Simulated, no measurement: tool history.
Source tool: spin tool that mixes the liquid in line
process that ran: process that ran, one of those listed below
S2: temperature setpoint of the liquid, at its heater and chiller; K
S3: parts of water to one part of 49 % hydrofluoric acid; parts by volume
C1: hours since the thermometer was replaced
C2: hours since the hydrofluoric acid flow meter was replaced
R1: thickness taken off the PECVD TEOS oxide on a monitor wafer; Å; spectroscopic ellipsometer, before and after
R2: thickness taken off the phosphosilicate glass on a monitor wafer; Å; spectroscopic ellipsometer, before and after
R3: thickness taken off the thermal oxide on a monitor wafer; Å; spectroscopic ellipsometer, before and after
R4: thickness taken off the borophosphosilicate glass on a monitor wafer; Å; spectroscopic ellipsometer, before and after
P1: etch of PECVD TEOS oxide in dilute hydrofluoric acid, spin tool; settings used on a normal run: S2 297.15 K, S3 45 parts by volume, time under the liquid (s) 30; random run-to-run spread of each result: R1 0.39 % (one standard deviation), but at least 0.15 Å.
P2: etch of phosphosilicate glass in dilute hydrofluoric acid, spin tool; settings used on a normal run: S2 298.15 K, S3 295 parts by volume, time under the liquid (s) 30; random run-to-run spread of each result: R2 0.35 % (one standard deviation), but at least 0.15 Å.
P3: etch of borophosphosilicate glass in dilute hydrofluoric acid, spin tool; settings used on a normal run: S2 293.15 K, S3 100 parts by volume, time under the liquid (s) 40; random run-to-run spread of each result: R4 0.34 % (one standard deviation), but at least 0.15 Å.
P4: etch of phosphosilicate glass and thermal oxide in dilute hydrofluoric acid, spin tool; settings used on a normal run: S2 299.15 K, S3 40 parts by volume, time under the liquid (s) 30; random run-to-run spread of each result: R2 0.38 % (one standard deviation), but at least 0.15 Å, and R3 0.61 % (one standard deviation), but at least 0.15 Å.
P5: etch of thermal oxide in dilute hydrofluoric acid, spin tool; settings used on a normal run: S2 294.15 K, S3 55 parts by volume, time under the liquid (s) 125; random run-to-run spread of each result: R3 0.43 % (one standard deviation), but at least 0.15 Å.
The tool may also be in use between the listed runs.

run 1 day=0.704 | process_that_ran=P1 S2=297.15 S3=45 time_under_the_liquid_(s)=30 | C1=1349.5 C2=153.5 | R1=181.56
run 2 day=1.233 | process_that_ran=P1 S2=301.65 S3=20 time_under_the_liquid_(s)=30 | C1=1362.2 C2=166.2 | R1=510.43
run 3 day=1.654 | process_that_ran=P1 S2=297.15 S3=45 time_under_the_liquid_(s)=65 | C1=1372.3 C2=176.3 | R1=395.87
run 4 day=2.071 | process_that_ran=P2 S2=298.15 S3=530 time_under_the_liquid_(s)=30 | C1=1382.3 C2=186.3 | R2=54.093
run 5 day=2.396 | process_that_ran=P1 S2=297.15 S3=45 time_under_the_liquid_(s)=30 | C1=1390.1 C2=194.1 | R1=181.05
run 6 day=2.75 | process_that_ran=P1 S2=297.15 S3=45 time_under_the_liquid_(s)=30 | C1=1398.6 C2=202.6 | R1=180.63
run 7 day=3.075 | process_that_ran=P4 S2=305.15 S3=40 time_under_the_liquid_(s)=30 | C1=1406.4 C2=210.4 | R2=732.38 R3=54.795
run 8 day=3.7 | process_that_ran=P2 S2=291.15 S3=295 time_under_the_liquid_(s)=30 | C1=1421.4 C2=225.4 | R2=93.653
run 9 day=4.104 | process_that_ran=P5 S2=300.15 S3=55 time_under_the_liquid_(s)=125 | C1=1431.1 C2=235.1 | R3=131.05
run 10 day=4.75 | process_that_ran=P1 S2=290.15 S3=45 time_under_the_liquid_(s)=30 | C1=1446.6 C2=250.6 | R1=134
run 11 day=5.15 | process_that_ran=P4 S2=299.15 S3=40 time_under_the_liquid_(s)=30 | C1=1456.2 C2=260.2 | R2=577.52 R3=43.234
run 12 day=5.825 | process_that_ran=P3 S2=293.15 S3=60 time_under_the_liquid_(s)=40 | C1=1472.4 C2=276.4 | R4=385.02
run 13 day=6.15 | process_that_ran=P5 S2=294.15 S3=55 time_under_the_liquid_(s)=30 | C1=1480.2 C2=284.2 | R3=24.543
run 14 day=6.579 | process_that_ran=P2 S2=298.15 S3=295 time_under_the_liquid_(s)=15 | C1=1490.5 C2=294.5 | R2=60.776
run 15 day=7.1 | process_that_ran=P5 S2=294.15 S3=55 time_under_the_liquid_(s)=125 | C1=1503 C2=307 | R3=102.7
run 16 day=7.412 | process_that_ran=P1 S2=297.15 S3=45 time_under_the_liquid_(s)=30 | C1=1510.5 C2=314.5 | R1=181.94
run 17 day=7.875 | process_that_ran=P4 S2=299.15 S3=25 time_under_the_liquid_(s)=30 | C1=1521.6 C2=325.6 | R2=949.31 R3=70.271
run 18 day=8.292 | process_that_ran=P1 S2=304.65 S3=45 time_under_the_liquid_(s)=30 | C1=1531.6 C2=335.6 | R1=244.48
run 19 day=8.996 | process_that_ran=P1 S2=297.15 S3=45 time_under_the_liquid_(s)=15 | C1=1548.5 C2=352.5 | R1=90.321
run 20 day=9.308 | process_that_ran=P1 S2=297.15 S3=25 time_under_the_liquid_(s)=45 | C1=1556 C2=360 | R1=501.85
run 21 day=9.938 | process_that_ran=P4 S2=299.15 S3=40 time_under_the_liquid_(s)=30 | C1=1571.1 C2=375.1 | R2=579.39 R3=43.63
run 22 day=10.538 | process_that_ran=P4 S2=299.15 S3=40 time_under_the_liquid_(s)=15 | C1=1585.5 C2=389.5 | R2=288.43 R3=21.289
run 23 day=10.904 | process_that_ran=P2 S2=298.15 S3=295 time_under_the_liquid_(s)=30 | C1=1594.3 C2=398.3 | R2=121.25
run 24 day=11.271 | process_that_ran=P3 S2=293.15 S3=100 time_under_the_liquid_(s)=40 | C1=1603.1 C2=407.1 | R4=219.48
run 25 day=11.838 | process_that_ran=P1 S2=304.15 S3=70 time_under_the_liquid_(s)=30 | C1=1616.7 C2=420.7 | R1=149.27
run 26 day=12.546 | process_that_ran=P1 S2=297.15 S3=20 time_under_the_liquid_(s)=30 | C1=1633.7 C2=437.7 | R1=421.48
run 27 day=13.108 | process_that_ran=P5 S2=294.15 S3=35 time_under_the_liquid_(s)=125 | C1=1647.2 C2=451.2 | R3=164.19
run 28 day=13.533 | process_that_ran=P3 S2=293.15 S3=100 time_under_the_liquid_(s)=70 | C1=1657.4 C2=461.4 | R4=385.12
run 29 day=14.125 | process_that_ran=P1 S2=297.15 S3=70 time_under_the_liquid_(s)=30 | C1=1671.6 C2=475.6 | R1=113.38
run 30 day=14.567 | process_that_ran=P3 S2=290.15 S3=100 time_under_the_liquid_(s)=40 | C1=1682.2 C2=486.2 | R4=195.1
run 31 day=15.246 | process_that_ran=P1 S2=297.15 S3=45 time_under_the_liquid_(s)=30 | C1=1698.5 C2=502.5 | R1=180.12
run 32 day=15.871 | process_that_ran=P1 S2=297.15 S3=45 time_under_the_liquid_(s)=30 | C1=1713.5 C2=517.5 | R1=188.61
run 33 day=16.275 | process_that_ran=P1 S2=297.15 S3=45 time_under_the_liquid_(s)=30 | C1=1723.2 C2=527.2 | R1=190.06
run 34 day=16.733 | process_that_ran=P1 S2=297.15 S3=45 time_under_the_liquid_(s)=30 | C1=1734.2 C2=538.2 | R1=190.87
run 35 day=17.3 | process_that_ran=P1 S2=297.15 S3=45 time_under_the_liquid_(s)=30 | C1=1747.8 C2=551.8 | R1=192.35
run 36 day=17.688 | process_that_ran=P1 S2=297.15 S3=45 time_under_the_liquid_(s)=30 | C1=1757.1 C2=561.1 | R1=192.69
run 37 day=18.146 | process_that_ran=P1 S2=297.15 S3=45 time_under_the_liquid_(s)=30 | C1=1768.1 C2=572.1 | R1=193.48
run 38 day=18.542 | process_that_ran=P1 S2=297.15 S3=45 time_under_the_liquid_(s)=30 | C1=1777.6 C2=581.6 | R1=193.45
run 39 day=18.858 | process_that_ran=P1 S2=297.15 S3=45 time_under_the_liquid_(s)=30 | C1=1785.2 C2=589.2 | R1=192.91

P1 no longer gives what it gave before; its output has crept away from where it was. The following 2 causes, each at its listed size, fit the log equally well:
A: hydrofluoric acid flow above the setpoint (%) = 6.12
B: liquid hotter than its thermometer reads (K) = 1.53
Creep in the process output first set in at about day 15.246.

Below are 4 check runs, each averaged over 2 wafers, with their results shown as question marks. Which of them would give clearly different results depending on which cause is behind the drift?
run check 1 day=19.175 | process_that_ran=P4 S2=304.15 S3=40 time_under_the_liquid_(s)=30 | R2=? R3=?
run check 2 day=19.175 | process_that_ran=P2 S2=298.15 S3=435 time_under_the_liquid_(s)=15 | R2=?
run check 3 day=19.175 | process_that_ran=P3 S2=290.15 S3=100 time_under_the_liquid_(s)=40 | R4=?
run check 4 day=19.175 | process_that_ran=P5 S2=300.15 S3=55 time_under_the_liquid_(s)=50 | R3=?

How each check would come out, cause by cause:
check=check_1 result=R2 if_A=753.53 if_B=750.99
check=check_1 result=R3 if_A=56.153 if_B=55.964
check=check_2 result=R2 if_A=39.087 if_B=37.789
check=check_3 result=R4 if_A=207.23 if_B=206.95
check=check_4 result=R3 if_A=55.843 if_B=55.675
Per-check spread between the two closest causes, in the result where they differ most: check 1 0.34 %; check 2 3.38 %; check 3 0.13 %; check 4 0.3 %
Only check 2 tells the causes apart: in the others they would give nearly the same result.

Check 2 was then run and gave: R2 38.032 Å. Which cause is it?

It is B: liquid hotter than its thermometer reads (K).
